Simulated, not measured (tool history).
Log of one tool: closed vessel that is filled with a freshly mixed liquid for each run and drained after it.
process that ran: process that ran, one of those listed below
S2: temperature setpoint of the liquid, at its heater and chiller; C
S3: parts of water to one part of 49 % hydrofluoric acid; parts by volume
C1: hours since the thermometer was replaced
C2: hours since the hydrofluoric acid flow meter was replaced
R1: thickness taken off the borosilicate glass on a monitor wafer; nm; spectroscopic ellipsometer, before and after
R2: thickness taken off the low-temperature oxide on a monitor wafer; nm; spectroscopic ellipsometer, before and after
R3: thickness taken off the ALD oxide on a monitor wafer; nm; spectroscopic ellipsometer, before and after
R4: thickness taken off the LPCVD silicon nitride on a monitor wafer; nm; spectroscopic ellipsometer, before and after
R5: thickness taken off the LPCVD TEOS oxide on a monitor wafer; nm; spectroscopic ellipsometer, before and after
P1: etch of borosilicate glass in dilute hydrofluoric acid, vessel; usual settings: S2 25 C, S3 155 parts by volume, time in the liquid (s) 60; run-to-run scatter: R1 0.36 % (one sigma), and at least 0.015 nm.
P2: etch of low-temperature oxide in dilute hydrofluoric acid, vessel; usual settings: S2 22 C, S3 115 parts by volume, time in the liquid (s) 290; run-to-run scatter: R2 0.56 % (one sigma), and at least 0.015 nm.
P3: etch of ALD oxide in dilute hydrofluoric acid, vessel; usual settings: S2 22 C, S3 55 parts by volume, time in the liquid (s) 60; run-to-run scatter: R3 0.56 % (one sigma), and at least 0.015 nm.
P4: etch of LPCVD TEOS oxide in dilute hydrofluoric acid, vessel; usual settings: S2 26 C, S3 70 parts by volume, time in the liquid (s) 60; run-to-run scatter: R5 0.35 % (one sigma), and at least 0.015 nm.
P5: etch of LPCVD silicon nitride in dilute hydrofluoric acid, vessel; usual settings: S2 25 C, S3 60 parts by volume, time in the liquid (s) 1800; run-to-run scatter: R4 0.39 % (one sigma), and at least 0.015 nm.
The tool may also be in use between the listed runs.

{"run": 1, "hour": 15.5, "process that ran": "P1", "S2": 25, "S3": 155, "time in the liquid (s)": 60, "C1": 1084.9, "C2": 260.1, "R1": 15.237}
{"run": 2, "hour": 29.0, "process that ran": "P2", "S2": 22, "S3": 115, "time in the liquid (s)": 290, "C1": 1098.4, "C2": 273.6, "R2": 32.235}
{"run": 3, "hour": 43.0, "process that ran": "P1", "S2": 31.5, "S3": 280, "time in the liquid (s)": 60, "C1": 1112.4, "C2": 287.6, "R1": 9.2219}
{"run": 4, "hour": 59.0, "process that ran": "P2", "S2": 17, "S3": 115, "time in the liquid (s)": 290, "C1": 1128.4, "C2": 303.6, "R2": 26.056}
{"run": 5, "hour": 72.3, "process that ran": "P1", "S2": 25, "S3": 155, "time in the liquid (s)": 95, "C1": 1141.7, "C2": 316.9, "R1": 24.244}
{"run": 6, "hour": 80.8, "process that ran": "P3", "S2": 22, "S3": 55, "time in the liquid (s)": 30, "C1": 1150.2, "C2": 325.4, "R3": 15.161}
{"run": 7, "hour": 95.7, "process that ran": "P1", "S2": 25, "S3": 235, "time in the liquid (s)": 60, "C1": 1165.1, "C2": 340.3, "R1": 9.2564}
{"run": 8, "hour": 106.4, "process that ran": "P5", "S2": 18, "S3": 60, "time in the liquid (s)": 1800, "C1": 1175.8, "C2": 351, "R4": 10.472}
{"run": 9, "hour": 121.6, "process that ran": "P1", "S2": 30, "S3": 155, "time in the liquid (s)": 60, "C1": 1191, "C2": 366.2, "R1": 18.435}
{"run": 10, "hour": 137.4, "process that ran": "P3", "S2": 22, "S3": 55, "time in the liquid (s)": 60, "C1": 1206.8, "C2": 382, "R3": 30.167}
{"run": 11, "hour": 147.5, "process that ran": "P1", "S2": 25, "S3": 155, "time in the liquid (s)": 60, "C1": 1216.9, "C2": 392.1, "R1": 15.366}
{"run": 12, "hour": 155.1, "process that ran": "P2", "S2": 22, "S3": 210, "time in the liquid (s)": 290, "C1": 1224.5, "C2": 399.7, "R2": 15.825}
{"run": 13, "hour": 170.5, "process that ran": "P1", "S2": 25, "S3": 155, "time in the liquid (s)": 30, "C1": 1239.9, "C2": 415.1, "R1": 7.6362}
{"run": 14, "hour": 184.4, "process that ran": "P5", "S2": 25, "S3": 60, "time in the liquid (s)": 1800, "C1": 1253.8, "C2": 429, "R4": 16.931}
{"run": 15, "hour": 193.0, "process that ran": "P4", "S2": 18, "S3": 70, "time in the liquid (s)": 60, "C1": 1262.4, "C2": 437.6, "R5": 15.789}
{"run": 16, "hour": 208.0, "process that ran": "P1", "S2": 25, "S3": 60, "time in the liquid (s)": 60, "C1": 1277.4, "C2": 452.6, "R1": 44.679}
{"run": 17, "hour": 220.8, "process that ran": "P1", "S2": 25, "S3": 275, "time in the liquid (s)": 115, "C1": 1290.2, "C2": 465.4, "R1": 14.511}
{"hour": 230.1, "done": "thermometer replaced"}
{"run": 18, "hour": 236.5, "process that ran": "P5", "S2": 25, "S3": 35, "time in the liquid (s)": 1800, "C1": 6.5, "C2": 481.1, "R4": 28.821}
{"run": 19, "hour": 248.3, "process that ran": "P3", "S2": 22, "S3": 20, "time in the liquid (s)": 60, "C1": 18.3, "C2": 492.9, "R3": 87.002}
{"run": 20, "hour": 259.6, "process that ran": "P1", "S2": 25, "S3": 155, "time in the liquid (s)": 60, "C1": 29.6, "C2": 504.2, "R1": 15.281}
{"run": 21, "hour": 268.0, "process that ran": "P2", "S2": 22, "S3": 115, "time in the liquid (s)": 485, "C1": 38, "C2": 512.6, "R2": 53.666}
{"run": 22, "hour": 275.2, "process that ran": "P3", "S2": 22, "S3": 55, "time in the liquid (s)": 60, "C1": 45.2, "C2": 519.8, "R3": 30.367}
{"run": 23, "hour": 284.2, "process that ran": "P3", "S2": 17.5, "S3": 55, "time in the liquid (s)": 60, "C1": 54.2, "C2": 528.8, "R3": 25.144}
{"run": 24, "hour": 295.5, "process that ran": "P4", "S2": 26, "S3": 70, "time in the liquid (s)": 60, "C1": 65.5, "C2": 540.1, "R5": 22.153}
{"run": 25, "hour": 303.6, "process that ran": "P1", "S2": 18, "S3": 155, "time in the liquid (s)": 60, "C1": 73.6, "C2": 548.2, "R1": 11.657}
{"run": 26, "hour": 310.8, "process that ran": "P1", "S2": 25, "S3": 155, "time in the liquid (s)": 60, "C1": 80.8, "C2": 555.4, "R1": 15.31}
{"run": 27, "hour": 318.8, "process that ran": "P4", "S2": 26, "S3": 25, "time in the liquid (s)": 60, "C1": 88.8, "C2": 563.4, "R5": 65.673}
{"run": 28, "hour": 328.8, "process that ran": "P2", "S2": 22, "S3": 115, "time in the liquid (s)": 290, "C1": 98.8, "C2": 573.4, "R2": 32.068}
{"run": 29, "hour": 344.2, "process that ran": "P5", "S2": 25, "S3": 60, "time in the liquid (s)": 720, "C1": 114.2, "C2": 588.8, "R4": 6.7901}
{"run": 30, "hour": 354.6, "process that ran": "P1", "S2": 25, "S3": 155, "time in the liquid (s)": 60, "C1": 124.6, "C2": 599.2, "R1": 15.449}
{"run": 31, "hour": 365.4, "process that ran": "P4", "S2": 26, "S3": 70, "time in the liquid (s)": 30, "C1": 135.4, "C2": 610, "R5": 10.99}
{"run": 32, "hour": 373.0, "process that ran": "P1", "S2": 25, "S3": 155, "time in the liquid (s)": 60, "C1": 143, "C2": 617.6, "R1": 15.387}
{"run": 33, "hour": 382.8, "process that ran": "P1", "S2": 25, "S3": 155, "time in the liquid (s)": 60, "C1": 152.8, "C2": 627.4, "R1": 15.718}
{"run": 34, "hour": 397.5, "process that ran": "P1", "S2": 25, "S3": 155, "time in the liquid (s)": 60, "C1": 167.5, "C2": 642.1, "R1": 15.919}
{"run": 35, "hour": 406.7, "process that ran": "P1", "S2": 25, "S3": 155, "time in the liquid (s)": 60, "C1": 176.7, "C2": 651.3, "R1": 16.084}
{"run": 36, "hour": 420.7, "process that ran": "P1", "S2": 25, "S3": 155, "time in the liquid (s)": 60, "C1": 190.7, "C2": 665.3, "R1": 16.125}
{"run": 37, "hour": 433.6, "process that ran": "P1", "S2": 25, "S3": 155, "time in the liquid (s)": 60, "C1": 203.6, "C2": 678.2, "R1": 16.236}
{"run": 38, "hour": 445.6, "process that ran": "P1", "S2": 25, "S3": 155, "time in the liquid (s)": 60, "C1": 215.6, "C2": 690.2, "R1": 16.171}
{"run": 39, "hour": 452.8, "process that ran": "P1", "S2": 25, "S3": 155, "time in the liquid (s)": 60, "C1": 222.8, "C2": 697.4, "R1": 16.262}

What P1 gives has crept away from where it was. These 2 causes fit the log equally well, each at the size given:
A: hydrofluoric acid flow above the setpoint (%) = 4.85
B: liquid hotter than its thermometer reads (K) = 1.49
The creep began at about hour 373.

4 check runs are offered, one wafer each, their results left as question marks. Which one tells the causes apart?
{"run": "check 1", "hour": 460.0, "process that ran": "P4", "S2": 26, "S3": 70, "time in the liquid (s)": 60, "R5": "?"}
{"run": "check 2", "hour": 460.0, "process that ran": "P5", "S2": 25, "S3": 60, "time in the liquid (s)": 1800, "R4": "?"}
{"run": "check 3", "hour": 460.0, "process that ran": "P2", "S2": 22, "S3": 115, "time in the liquid (s)": 290, "R2": "?"}
{"run": "check 4", "hour": 460.0, "process that ran": "P3", "S2": 22, "S3": 55, "time in the liquid (s)": 60, "R3": "?"}

What each check would give under each cause:
check=check_1 result=R5 if_A=23.26 if_B=23.429
check=check_2 result=R4 if_A=17.791 if_B=18.741
check=check_3 result=R2 if_A=33.777 if_B=33.967
check=check_4 result=R3 if_A=31.722 if_B=32.08
How far apart the two closest causes lie, in the result that separates them most: check 1 0.72 %; check 2 5.2 %; check 3 0.56 %; check 4 1.12 %
Only check 2 tells the causes apart: in the others they would give nearly the same result.

Then check 2 was run and gave: R4 18.743 nm. Which cause is it?

It is B: liquid hotter than its thermometer reads (K).
